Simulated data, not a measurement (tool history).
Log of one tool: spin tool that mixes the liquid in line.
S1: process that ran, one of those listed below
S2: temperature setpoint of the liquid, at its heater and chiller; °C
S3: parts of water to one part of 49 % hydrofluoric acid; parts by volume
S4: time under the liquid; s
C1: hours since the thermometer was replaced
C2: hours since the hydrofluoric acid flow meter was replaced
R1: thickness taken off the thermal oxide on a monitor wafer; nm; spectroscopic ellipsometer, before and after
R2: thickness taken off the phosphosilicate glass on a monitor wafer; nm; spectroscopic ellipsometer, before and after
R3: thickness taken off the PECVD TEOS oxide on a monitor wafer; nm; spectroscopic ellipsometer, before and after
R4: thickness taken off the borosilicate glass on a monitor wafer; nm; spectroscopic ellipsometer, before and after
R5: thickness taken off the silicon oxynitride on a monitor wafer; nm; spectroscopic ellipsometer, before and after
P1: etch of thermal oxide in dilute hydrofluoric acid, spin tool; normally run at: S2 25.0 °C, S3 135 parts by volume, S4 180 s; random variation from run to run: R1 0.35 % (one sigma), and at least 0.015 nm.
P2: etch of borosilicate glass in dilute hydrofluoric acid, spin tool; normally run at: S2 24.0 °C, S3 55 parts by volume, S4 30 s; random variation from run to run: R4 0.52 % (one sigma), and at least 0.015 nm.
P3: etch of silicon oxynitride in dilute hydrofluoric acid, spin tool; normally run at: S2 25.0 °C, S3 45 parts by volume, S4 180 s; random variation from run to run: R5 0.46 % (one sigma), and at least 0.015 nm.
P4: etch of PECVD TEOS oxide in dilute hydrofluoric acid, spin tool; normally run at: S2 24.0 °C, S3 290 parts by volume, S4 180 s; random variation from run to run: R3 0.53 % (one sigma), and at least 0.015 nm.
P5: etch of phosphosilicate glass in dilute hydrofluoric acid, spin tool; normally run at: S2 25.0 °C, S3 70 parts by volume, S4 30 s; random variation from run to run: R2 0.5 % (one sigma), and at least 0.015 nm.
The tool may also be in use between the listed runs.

| run | day | S1 | S2 | S3 | S4 | C1 | C2 | R1 | R2 | R3 | R4 | R5 |
|---|---|---|---|---|---|---|---|---|---|---|---|---|
| 1 | 0.312 | P1 | 25.0 | 135 | 180 | 724.5 | 734.3 | 5.7386 |  |  |  |  |
| 2 | 0.717 | P5 | 25.0 | 70 | 30 | 734.2 | 744.0 |  | 27.694 |  |  |  |
| 3 | 1.250 | P1 | 25.0 | 135 | 180 | 747.0 | 756.8 | 5.7296 |  |  |  |  |
| 4 | 1.629 | P1 | 25.0 | 135 | 180 | 756.1 | 765.9 | 5.7428 |  |  |  |  |
| 5 | 2.096 | P5 | 25.0 | 25 | 30 | 767.3 | 777.1 |  | 82.308 |  |  |  |
| 6 | 2.392 | P5 | 25.0 | 70 | 55 | 774.4 | 784.2 |  | 51.352 |  |  |  |
| 7 | 2.671 | P4 | 24.0 | 290 | 180 | 781.1 | 790.9 |  |  | 5.3074 |  |  |
| 8 | 2.967 | P1 | 25.0 | 135 | 80 | 788.2 | 798.0 | 2.5296 |  |  |  |  |
| 9 | 3.479 | P4 | 17.0 | 290 | 180 | 800.5 | 810.3 |  |  | 4.0745 |  |  |
| 10 | 3.771 | P1 | 25.0 | 135 | 180 | 807.5 | 817.3 | 5.6656 |  |  |  |  |
| 11 | 4.333 | P4 | 24.0 | 290 | 180 | 821.0 | 830.8 |  |  | 5.2166 |  |  |
| 12 | 4.658 | P4 | 24.0 | 480 | 180 | 828.8 | 838.6 |  |  | 2.6596 |  |  |
| 13 | 5.204 | P2 | 29.0 | 55 | 30 | 841.9 | 851.7 |  |  |  | 19.1120 |  |
| 14 | 5.658 | P2 | 24.0 | 55 | 30 | 852.8 | 862.6 |  |  |  | 15.5150 |  |
| 15 | 5.950 | P1 | 25.0 | 80 | 180 | 859.8 | 869.6 | 10.3860 |  |  |  |  |
| 16 | 6.554 | P2 | 24.0 | 55 | 15 | 874.3 | 884.1 |  |  |  | 7.7723 |  |
| 17 | 7.075 | P1 | 25.0 | 240 | 180 | 886.8 | 896.6 | 2.9082 |  |  |  |  |
| 18 | 7.367 | P3 | 25.0 | 60 | 180 | 893.8 | 903.6 |  |  |  |  | 7.9441 |
| 19 | 7.896 | P2 | 24.0 | 75 | 30 | 906.5 | 916.3 |  |  |  | 11.1150 |  |
|  | 7.979 | hydrofluoric acid flow meter replaced |
| 20 | 8.200 | P1 | 32.5 | 135 | 180 | 913.8 | 5.4 | 7.5121 |  |  |  |  |
| 21 | 8.504 | P3 | 25.0 | 45 | 180 | 921.1 | 12.7 |  |  |  |  | 10.8050 |
| 22 | 8.875 | P1 | 19.0 | 135 | 180 | 930.0 | 21.6 | 4.5228 |  |  |  |  |
| 23 | 9.400 | P3 | 20.0 | 45 | 180 | 942.6 | 34.2 |  |  |  |  | 8.4486 |
| 24 | 9.758 | P1 | 25.0 | 135 | 335 | 951.2 | 42.8 | 10.6440 |  |  |  |  |
| 25 | 10.025 | P1 | 29.5 | 135 | 260 | 957.6 | 49.2 | 9.7877 |  |  |  |  |
| 26 | 10.358 | P4 | 24.0 | 290 | 300 | 965.6 | 57.2 |  |  | 8.6439 |  |  |
| 27 | 10.875 | P5 | 32.5 | 70 | 30 | 978.0 | 69.6 |  | 36.724 |  |  |  |
| 28 | 11.196 | P3 | 25.0 | 45 | 80 | 985.7 | 77.3 |  |  |  |  | 4.7943 |
| 29 | 11.796 | P1 | 25.0 | 135 | 180 | 1000.1 | 91.7 | 5.6908 |  |  |  |  |
| 30 | 12.388 | P1 | 25.0 | 135 | 180 | 1014.3 | 105.9 | 5.4638 |  |  |  |  |
| 31 | 12.858 | P1 | 25.0 | 135 | 180 | 1025.6 | 117.2 | 5.3598 |  |  |  |  |
| 32 | 13.175 | P1 | 25.0 | 135 | 180 | 1033.2 | 124.8 | 5.3159 |  |  |  |  |
| 33 | 13.675 | P1 | 25.0 | 135 | 180 | 1045.2 | 136.8 | 5.3000 |  |  |  |  |
| 34 | 14.196 | P1 | 25.0 | 135 | 180 | 1057.7 | 149.3 | 5.2927 |  |  |  |  |
| 35 | 14.750 | P1 | 25.0 | 135 | 180 | 1071.0 | 162.6 | 5.1927 |  |  |  |  |
| 36 | 15.125 | P1 | 25.0 | 135 | 180 | 1080.0 | 171.6 | 5.2404 |  |  |  |  |
| 37 | 15.717 | P1 | 25.0 | 135 | 180 | 1094.2 | 185.8 | 5.1888 |  |  |  |  |

What P1 gives has crept away from where it was. These 2 causes fit the log equally well, each at the size given:
A: hydrofluoric acid flow below the setpoint (%) = 7.61
B: liquid colder than its thermometer reads (K) = 2.39
The creep began at about day 11.796.

4 check runs are offered, one wafer each, their results left as question marks. Which one tells the causes apart?
| check 1 | 16.308 | P3 | 22.0 | 45 | 180 |  |  |  |  |  |  | ? |
| check 2 | 16.308 | P5 | 29.0 | 70 | 50 |  |  |  | ? |  |  |  |
| check 3 | 16.308 | P2 | 28.5 | 55 | 15 |  |  |  |  |  | ? |  |
| check 4 | 16.308 | P4 | 17.0 | 290 | 180 |  |  |  |  | ? |  |  |

What each check would give under each cause:
| check | result | if A | if B |
|---|---|---|---|
| check 1 | R5 | 8.5813 | 8.2620 |
| check 2 | R2 | 49.434 | 49.127 |
| check 3 | R4 | 8.5491 | 8.4673 |
| check 4 | R3 | 3.6644 | 3.6894 |
How far apart the two closest causes lie, in the result that separates them most: check 1 3.79 %; check 2 0.62 %; check 3 0.96 %; check 4 0.68 %
Only check 1 tells the causes apart: in the others they would give nearly the same result.

Then check 1 was run and gave: R5 8.6550 nm. Which cause is it?

It is A: hydrofluoric acid flow below the setpoint (%).
